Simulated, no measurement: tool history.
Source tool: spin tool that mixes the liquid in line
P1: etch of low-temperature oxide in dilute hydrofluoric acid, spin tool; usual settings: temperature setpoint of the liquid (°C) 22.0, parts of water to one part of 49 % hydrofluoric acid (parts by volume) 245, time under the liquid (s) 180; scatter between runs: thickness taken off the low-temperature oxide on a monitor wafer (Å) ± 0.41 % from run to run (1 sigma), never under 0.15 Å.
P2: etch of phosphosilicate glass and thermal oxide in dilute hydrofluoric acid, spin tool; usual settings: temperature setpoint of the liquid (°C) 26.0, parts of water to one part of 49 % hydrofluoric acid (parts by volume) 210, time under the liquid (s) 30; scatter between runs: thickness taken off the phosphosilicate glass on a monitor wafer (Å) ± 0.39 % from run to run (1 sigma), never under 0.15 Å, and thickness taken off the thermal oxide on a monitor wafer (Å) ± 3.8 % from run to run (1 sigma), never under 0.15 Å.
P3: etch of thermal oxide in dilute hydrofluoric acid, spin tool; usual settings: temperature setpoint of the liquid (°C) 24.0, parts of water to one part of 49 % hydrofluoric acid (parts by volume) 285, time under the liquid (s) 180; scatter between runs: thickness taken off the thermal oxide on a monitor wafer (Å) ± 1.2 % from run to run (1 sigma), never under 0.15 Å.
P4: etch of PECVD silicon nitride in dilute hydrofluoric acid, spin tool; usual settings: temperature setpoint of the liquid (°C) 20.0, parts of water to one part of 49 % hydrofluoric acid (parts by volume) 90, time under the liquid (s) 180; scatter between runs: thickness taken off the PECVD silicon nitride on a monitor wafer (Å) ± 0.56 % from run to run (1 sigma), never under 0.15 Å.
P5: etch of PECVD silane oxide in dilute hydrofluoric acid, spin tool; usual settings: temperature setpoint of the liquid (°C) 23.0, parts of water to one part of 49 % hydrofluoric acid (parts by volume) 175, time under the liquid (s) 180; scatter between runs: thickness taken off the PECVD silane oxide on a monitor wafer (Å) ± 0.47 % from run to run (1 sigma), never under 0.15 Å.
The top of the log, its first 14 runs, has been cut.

| run | hour | process that ran | temperature setpoint of the liquid (°C) | parts of water to one part of 49 % hydrofluoric acid (parts by volume) | time under the liquid (s) | hours since the thermometer was replaced | hours since the hydrofluoric acid flow meter was replaced | thickness taken off the low-temperature oxide on a monitor wafer (Å) | thickness taken off the PECVD silane oxide on a monitor wafer (Å) | thickness taken off the PECVD silicon nitride on a monitor wafer (Å) | thickness taken off the phosphosilicate glass on a monitor wafer (Å) | thickness taken off the thermal oxide on a monitor wafer (Å) |
|---|---|---|---|---|---|---|---|---|---|---|---|---|
| 15 | 154.5 | P4 | 20.0 | 90 | 70 | 810.6 | 463.0 |  |  | 20.003 |  |  |
| 16 | 164.2 | P1 | 22.0 | 245 | 65 | 820.3 | 472.7 | 60.501 |  |  |  |  |
| 17 | 171.0 | P3 | 24.0 | 285 | 260 | 827.1 | 479.5 |  |  |  |  | 35.1120 |
| 18 | 182.1 | P5 | 17.5 | 175 | 180 | 838.2 | 490.6 |  | 334.47 |  |  |  |
| 19 | 194.3 | P1 | 22.0 | 245 | 180 | 850.4 | 502.8 | 167.670 |  |  |  |  |
| 20 | 205.7 | P1 | 22.0 | 245 | 180 | 861.8 | 514.2 | 167.500 |  |  |  |  |
| 21 | 213.1 | P3 | 24.0 | 505 | 180 | 869.2 | 521.6 |  |  |  |  | 11.2960 |
| 22 | 225.9 | P5 | 23.0 | 175 | 265 | 882.0 | 534.4 |  | 613.78 |  |  |  |
| 23 | 239.8 | P1 | 22.0 | 425 | 180 | 895.9 | 548.3 | 82.538 |  |  |  |  |
| 24 | 250.3 | P5 | 23.0 | 175 | 180 | 906.4 | 558.8 |  | 417.58 |  |  |  |
|  | 260.7 | thermometer replaced |
| 25 | 264.0 | P2 | 26.0 | 210 | 15 | 3.3 | 572.5 |  |  |  | 47.144 | 3.0129 |
| 26 | 272.0 | P3 | 24.0 | 285 | 180 | 11.3 | 580.5 |  |  |  |  | 23.9130 |
| 27 | 284.3 | P1 | 22.0 | 245 | 180 | 23.6 | 592.8 | 167.810 |  |  |  |  |
| 28 | 291.6 | P1 | 22.0 | 245 | 180 | 30.9 | 600.1 | 167.910 |  |  |  |  |
| 29 | 300.5 | P3 | 30.0 | 285 | 180 | 39.8 | 609.0 |  |  |  |  | 29.6360 |
| 30 | 307.7 | P1 | 22.0 | 245 | 180 | 47.0 | 616.2 | 168.660 |  |  |  |  |
| 31 | 315.5 | P1 | 22.0 | 245 | 180 | 54.8 | 624.0 | 168.930 |  |  |  |  |
| 32 | 328.5 | P1 | 22.0 | 245 | 180 | 67.8 | 637.0 | 163.980 |  |  |  |  |
| 33 | 343.5 | P1 | 22.0 | 245 | 180 | 82.8 | 652.0 | 161.380 |  |  |  |  |
| 34 | 352.3 | P1 | 22.0 | 245 | 180 | 91.6 | 660.8 | 161.200 |  |  |  |  |
| 35 | 363.8 | P1 | 22.0 | 245 | 180 | 103.1 | 672.3 | 158.460 |  |  |  |  |
| 36 | 376.3 | P1 | 22.0 | 245 | 180 | 115.6 | 684.8 | 158.660 |  |  |  |  |
| 37 | 388.9 | P1 | 22.0 | 245 | 180 | 128.2 | 697.4 | 157.740 |  |  |  |  |
| 38 | 396.9 | P1 | 22.0 | 245 | 180 | 136.2 | 705.4 | 158.760 |  |  |  |  |

What does the tool deliver on the next run?
| 39 | 405.1 | P1 | 22.0 | 245 | 180 | 144.4 | 713.6 | ? |  |  |  |  |

thickness taken off the low-temperature oxide on a monitor wafer (Å): 157.530
